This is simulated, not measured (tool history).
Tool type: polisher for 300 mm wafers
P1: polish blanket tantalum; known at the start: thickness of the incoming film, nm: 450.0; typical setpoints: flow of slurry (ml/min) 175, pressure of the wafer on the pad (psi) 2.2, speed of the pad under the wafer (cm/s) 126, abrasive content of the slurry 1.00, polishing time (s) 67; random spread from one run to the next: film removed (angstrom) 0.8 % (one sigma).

run	hour	flow of slurry (ml/min)	pressure of the wafer on the pad (psi)	speed of the pad under the wafer (cm/s)	abrasive content of the slurry	polishing time (s)	film removed (angstrom)
1	3.7	175	2.2	126	1.00	67	1722.70
2	6.6	175	2.2	126	1.45	67	1867.90
3	10.6	175	2.2	126	1.00	67	1704.90
4	14.1	240	2.2	126	1.00	67	1795.70
5	17.3	175	2.2	126	1.00	67	1706.90
6	21.3	175	2.2	126	1.00	67	1697.80
7	24.9	265	2.2	126	1.00	38	1029.00
8	28.2	175	2.2	126	1.00	104	2655.80
9	30.4	175	2.2	126	1.00	67	1729.70
10	33.5	175	2.2	126	0.55	67	1376.30
11	36.9	175	2.9	126	1.00	102	3429.30
12	40.8	175	1.2	126	1.00	67	929.13
13	43.0	175	2.2	196	1.00	67	2663.50
14	47.0	175	2.2	126	1.00	39	994.21
15	50.3	105	2.2	126	1.45	67	1712.10
16	54.2	175	2.2	126	1.00	67	1744.60
17	57.4	175	2.2	56	1.00	67	764.35
18	60.5	105	2.2	126	1.00	67	1556.30
19	64.2	175	3.4	126	1.00	67	2638.90
20	66.8	175	2.2	126	1.00	67	1727.00
21	70.5	175	2.2	126	1.00	67	1715.10
22	72.5	175	2.2	126	1.00	67	1685.90
23	75.8	175	2.2	126	1.00	67	1653.60
24	78.8	175	2.2	126	1.00	67	1646.20
# hour 82.1: worn pad replaced by a new one
25	83.1	175	2.2	126	1.00	67	1621.40
26	85.7	175	2.2	126	1.00	67	1583.00
27	89.9	175	2.2	126	1.00	67	1605.40
# hour 90.6: slurry blender recalibrated
28	93.5	175	2.2	126	1.00	67	1599.70
29	97.5	175	2.2	126	1.00	67	1598.60

What P1 gives has crept away from where it was. These 2 causes fit the log equally well, each at the size given:
A: head's pressure below its setpoint, % = 6.89
B: slurry flow missing at the pad, % = 32.7
Creep in the process output first set in at about hour 70.5.
What rules out each remaining cause:
removal rate lost through wear of the pad, %: work on it at hour 82.1, done after the drift set in, did not restore what the process gave before
abrasive missing from the slurry, %: work on it at hour 90.6, done after the drift set in, did not restore what the process gave before

Which of the 4 check runs listed below, each an average over 2 wafers with its results shown as question marks, gives clearly different results under the different listed causes?
check 1	101.5	105	1.5	126	1.00	67	?
check 2	101.5	175	2.2	190	1.25	67	?
check 3	101.5	175	2.2	126	0.55	82	?
check 4	101.5	175	2.2	126	1.45	94	?

How each check would come out, cause by cause:
check	result	if A	if B
check 1	film removed (angstrom)	988.55	948.73
check 2	film removed (angstrom)	2556.00	2555.90
check 3	film removed (angstrom)	1585.40	1585.30
check 4	film removed (angstrom)	2460.40	2460.30
How far apart the two closest causes lie, in the result that separates them most: check 1 4.11 %; check 2 0 %; check 3 0 %; check 4 0 %
Check 1 is the one run that separates the causes; every other check would come out nearly the same whichever cause is at work.

The results of check 1 are: film removed (angstrom) 947.99. Based on these, which of the listed causes is it?

The cause is B: slurry flow missing at the pad, %.
